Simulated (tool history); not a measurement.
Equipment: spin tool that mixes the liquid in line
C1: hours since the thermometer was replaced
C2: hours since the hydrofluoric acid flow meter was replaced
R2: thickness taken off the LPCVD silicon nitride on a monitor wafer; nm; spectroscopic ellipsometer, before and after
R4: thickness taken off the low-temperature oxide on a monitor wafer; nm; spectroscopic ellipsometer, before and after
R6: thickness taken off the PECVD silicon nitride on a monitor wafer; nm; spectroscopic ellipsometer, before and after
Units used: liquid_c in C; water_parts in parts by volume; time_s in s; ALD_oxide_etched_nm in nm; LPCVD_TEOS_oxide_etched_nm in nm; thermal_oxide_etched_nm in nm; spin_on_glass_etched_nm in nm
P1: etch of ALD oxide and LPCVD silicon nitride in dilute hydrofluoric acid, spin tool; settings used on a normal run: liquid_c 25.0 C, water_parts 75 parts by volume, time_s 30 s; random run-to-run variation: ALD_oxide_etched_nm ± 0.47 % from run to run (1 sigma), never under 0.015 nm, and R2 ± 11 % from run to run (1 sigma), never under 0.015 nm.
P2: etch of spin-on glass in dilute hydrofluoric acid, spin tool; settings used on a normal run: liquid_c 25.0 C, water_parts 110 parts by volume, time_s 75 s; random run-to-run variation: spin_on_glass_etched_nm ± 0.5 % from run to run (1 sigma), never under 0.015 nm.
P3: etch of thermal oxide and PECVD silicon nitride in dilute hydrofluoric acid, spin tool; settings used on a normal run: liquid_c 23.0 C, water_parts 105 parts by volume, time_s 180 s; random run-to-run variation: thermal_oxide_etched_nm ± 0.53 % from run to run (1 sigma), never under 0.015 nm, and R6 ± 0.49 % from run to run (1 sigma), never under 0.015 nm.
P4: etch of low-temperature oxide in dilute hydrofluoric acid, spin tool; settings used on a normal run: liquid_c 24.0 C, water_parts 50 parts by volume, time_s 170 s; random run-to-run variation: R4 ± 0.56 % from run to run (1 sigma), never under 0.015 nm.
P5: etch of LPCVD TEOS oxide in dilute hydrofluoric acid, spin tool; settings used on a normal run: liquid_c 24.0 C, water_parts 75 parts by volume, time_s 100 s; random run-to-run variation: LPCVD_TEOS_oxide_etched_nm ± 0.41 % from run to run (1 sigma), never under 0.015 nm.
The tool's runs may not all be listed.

{"run": 1, "day": 0.371, "process": "P1", "liquid_c": 25.0, "water_parts": 75, "time_s": 30, "C1": 1674.3, "C2": 347.5, "ALD_oxide_etched_nm": 6.3327, "R2": 0.25892}
{"run": 2, "day": 0.658, "process": "P5", "liquid_c": 29.0, "water_parts": 75, "time_s": 100, "C1": 1681.2, "C2": 354.4, "LPCVD_TEOS_oxide_etched_nm": 43.612}
{"run": 3, "day": 0.975, "process": "P4", "liquid_c": 24.0, "water_parts": 50, "time_s": 170, "C1": 1688.8, "C2": 362.0, "R4": 58.733}
{"run": 4, "day": 1.288, "process": "P1", "liquid_c": 25.0, "water_parts": 135, "time_s": 55, "C1": 1696.3, "C2": 369.5, "ALD_oxide_etched_nm": 5.9905, "R2": 0.29226}
{"run": 5, "day": 1.562, "process": "P4", "liquid_c": 24.0, "water_parts": 50, "time_s": 170, "C1": 1702.9, "C2": 376.1, "R4": 59.375}
{"run": 6, "day": 1.888, "process": "P3", "liquid_c": 18.0, "water_parts": 105, "time_s": 180, "C1": 1710.7, "C2": 383.9, "thermal_oxide_etched_nm": 6.5517, "R6": 4.1479}
{"run": 7, "day": 2.246, "process": "P1", "liquid_c": 25.0, "water_parts": 125, "time_s": 30, "C1": 1719.3, "C2": 392.5, "ALD_oxide_etched_nm": 3.5556, "R2": 0.13948}
{"run": 8, "day": 2.45, "process": "P4", "liquid_c": 24.0, "water_parts": 80, "time_s": 170, "C1": 1724.2, "C2": 397.4, "R4": 35.329}
{"run": 9, "day": 2.704, "process": "P5", "liquid_c": 24.0, "water_parts": 75, "time_s": 100, "C1": 1730.3, "C2": 403.5, "LPCVD_TEOS_oxide_etched_nm": 36.134}
{"run": 10, "day": 3.054, "process": "P1", "liquid_c": 25.0, "water_parts": 75, "time_s": 30, "C1": 1738.7, "C2": 411.9, "ALD_oxide_etched_nm": 6.3405, "R2": 0.17424}
{"run": 11, "day": 3.492, "process": "P1", "liquid_c": 25.0, "water_parts": 75, "time_s": 60, "C1": 1749.2, "C2": 422.4, "ALD_oxide_etched_nm": 12.761, "R2": 0.35419}
{"run": 12, "day": 3.862, "process": "P4", "liquid_c": 20.0, "water_parts": 50, "time_s": 170, "C1": 1758.1, "C2": 431.3, "R4": 50.286}
{"run": 13, "day": 4.058, "process": "P2", "liquid_c": 30.5, "water_parts": 110, "time_s": 75, "C1": 1762.8, "C2": 436.0, "spin_on_glass_etched_nm": 41.136}
{"run": 14, "day": 4.258, "process": "P3", "liquid_c": 23.0, "water_parts": 35, "time_s": 180, "C1": 1767.6, "C2": 440.8, "thermal_oxide_etched_nm": 26.328, "R6": 17.223}
{"run": 15, "day": 4.5, "process": "P1", "liquid_c": 18.5, "water_parts": 75, "time_s": 30, "C1": 1773.4, "C2": 446.6, "ALD_oxide_etched_nm": 4.9076, "R2": 0.117}
{"run": 16, "day": 4.833, "process": "P2", "liquid_c": 25.0, "water_parts": 110, "time_s": 75, "C1": 1781.4, "C2": 454.6, "spin_on_glass_etched_nm": 33.474}
{"run": 17, "day": 5.088, "process": "P1", "liquid_c": 25.0, "water_parts": 75, "time_s": 30, "C1": 1787.5, "C2": 460.7, "ALD_oxide_etched_nm": 6.3322, "R2": 0.18144}
{"run": 18, "day": 5.371, "process": "P1", "liquid_c": 25.0, "water_parts": 75, "time_s": 15, "C1": 1794.3, "C2": 467.5, "ALD_oxide_etched_nm": 3.1776, "R2": 0.091397}
{"run": 19, "day": 5.758, "process": "P1", "liquid_c": 25.0, "water_parts": 45, "time_s": 30, "C1": 1803.6, "C2": 476.8, "ALD_oxide_etched_nm": 11.034, "R2": 0.38883}
{"day": 5.817, "done": "thermometer replaced"}
{"run": 20, "day": 6.083, "process": "P5", "liquid_c": 24.0, "water_parts": 30, "time_s": 100, "C1": 6.5, "C2": 484.6, "LPCVD_TEOS_oxide_etched_nm": 95.146}
{"run": 21, "day": 6.462, "process": "P1", "liquid_c": 25.0, "water_parts": 110, "time_s": 45, "C1": 15.6, "C2": 493.7, "ALD_oxide_etched_nm": 6.1693, "R2": 0.16284}
{"run": 22, "day": 6.825, "process": "P2", "liquid_c": 25.0, "water_parts": 110, "time_s": 110, "C1": 24.3, "C2": 502.4, "spin_on_glass_etched_nm": 48.565}

Expected results for the next run?
{"run": 23, "day": 7.162, "process": "P1", "liquid_c": 25.0, "water_parts": 75, "time_s": 30, "C1": 32.4, "C2": 510.5, "ALD_oxide_etched_nm": "?", "R2": "?"}

{"run 23": {"ALD_oxide_etched_nm": 6.3439, "R2": 0.27847}}
